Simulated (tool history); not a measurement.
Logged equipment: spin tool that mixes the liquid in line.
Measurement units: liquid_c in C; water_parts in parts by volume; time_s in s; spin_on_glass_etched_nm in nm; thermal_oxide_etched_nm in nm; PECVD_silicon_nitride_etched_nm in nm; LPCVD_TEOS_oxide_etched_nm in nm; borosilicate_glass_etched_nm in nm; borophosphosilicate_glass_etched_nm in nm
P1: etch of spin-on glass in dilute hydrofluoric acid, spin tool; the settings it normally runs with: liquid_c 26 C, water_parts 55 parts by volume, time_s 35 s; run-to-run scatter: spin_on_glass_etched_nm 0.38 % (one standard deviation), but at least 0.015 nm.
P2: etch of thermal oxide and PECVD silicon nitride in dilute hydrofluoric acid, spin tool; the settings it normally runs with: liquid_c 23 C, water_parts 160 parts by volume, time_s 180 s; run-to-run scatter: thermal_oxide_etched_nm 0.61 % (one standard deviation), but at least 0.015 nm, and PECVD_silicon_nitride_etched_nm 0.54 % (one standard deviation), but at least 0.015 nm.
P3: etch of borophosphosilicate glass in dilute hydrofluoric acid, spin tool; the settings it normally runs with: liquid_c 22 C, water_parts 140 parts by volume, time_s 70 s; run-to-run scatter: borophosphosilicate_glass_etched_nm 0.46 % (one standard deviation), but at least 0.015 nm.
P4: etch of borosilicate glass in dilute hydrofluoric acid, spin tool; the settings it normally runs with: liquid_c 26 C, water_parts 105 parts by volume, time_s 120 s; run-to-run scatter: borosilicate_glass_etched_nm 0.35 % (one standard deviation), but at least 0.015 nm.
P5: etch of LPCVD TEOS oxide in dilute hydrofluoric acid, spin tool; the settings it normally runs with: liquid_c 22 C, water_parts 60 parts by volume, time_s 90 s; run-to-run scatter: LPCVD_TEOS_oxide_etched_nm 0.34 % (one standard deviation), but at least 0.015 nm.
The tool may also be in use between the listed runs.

run,hour,process,liquid_c,water_parts,time_s,hours since the thermometer was replaced,hours since the hydrofluoric acid flow meter was replaced,spin_on_glass_etched_nm,thermal_oxide_etched_nm,PECVD_silicon_nitride_etched_nm,LPCVD_TEOS_oxide_etched_nm,borosilicate_glass_etched_nm,borophosphosilicate_glass_etched_nm
1,8.1,P1,26,55,35,631.8,1149.3,37.057,,,,,
2,13.3,P1,26,55,55,637,1154.5,58.733,,,,,
3,21.6,P1,26,20,35,645.3,1162.8,107.76,,,,,
4,31.1,P2,23,160,15,654.8,1172.3,,0.4259,0.41668,,,
5,38.6,P5,22,60,25,662.3,1179.8,,,,8.8009,,
6,43.9,P4,20.5,105,120,667.6,1185.1,,,,,27.98,
7,51.3,P1,26,55,15,675,1192.5,15.947,,,,,
8,59.7,P1,26,55,35,683.4,1200.9,37.035,,,,,
9,68.5,P2,23,50,180,692.2,1209.7,,17.814,14.409,,,
10,78,P3,17,140,70,701.7,1219.2,,,,,,14.503
11,87.4,P3,22,140,100,711.1,1228.6,,,,,,25.487
12,94.8,P3,22,140,70,718.5,1236,,,,,,17.817
13,105,P5,17,60,90,728.7,1246.2,,,,25.79,,
14,114.2,P5,22,25,90,737.9,1255.4,,,,79.543,,
15,122.2,P1,26,55,35,745.9,1263.4,37.02,,,,,
16,132.3,P1,20,55,55,756,1273.5,45.505,,,,,
17,138.6,P1,26,100,35,762.3,1279.8,19.229,,,,,
18,143.5,P1,30.5,20,35,767.2,1284.7,129.27,,,,,
19,149.5,P1,26,55,35,773.2,1290.7,37.312,,,,,
20,157.1,P4,26,105,120,780.8,1298.3,,,,,34.74,
21,161.7,P5,22,60,90,785.4,1302.9,,,,31.647,,
22,168.2,P3,22,35,70,791.9,1309.4,,,,,,80.411
23,173.1,P5,22,60,90,796.8,1314.3,,,,31.825,,
24,182.2,P2,18.5,160,180,805.9,1323.4,,4.0459,3.4576,,,
25,191.8,P4,26,105,55,815.5,1333,,,,,15.959,
# hour 196.1: thermometer replaced
26,196.9,P4,26,25,120,0.8,1338.1,,,,,163.32,

Run 27, settings as shown, results not yet in. Your forecast:
27,205.2,P2,23,160,180,9.1,1346.4,,?,?,,,

Run 27 came out at thermal_oxide_etched_nm 4.8889 nm, PECVD_silicon_nitride_etched_nm 4.5754 nm.
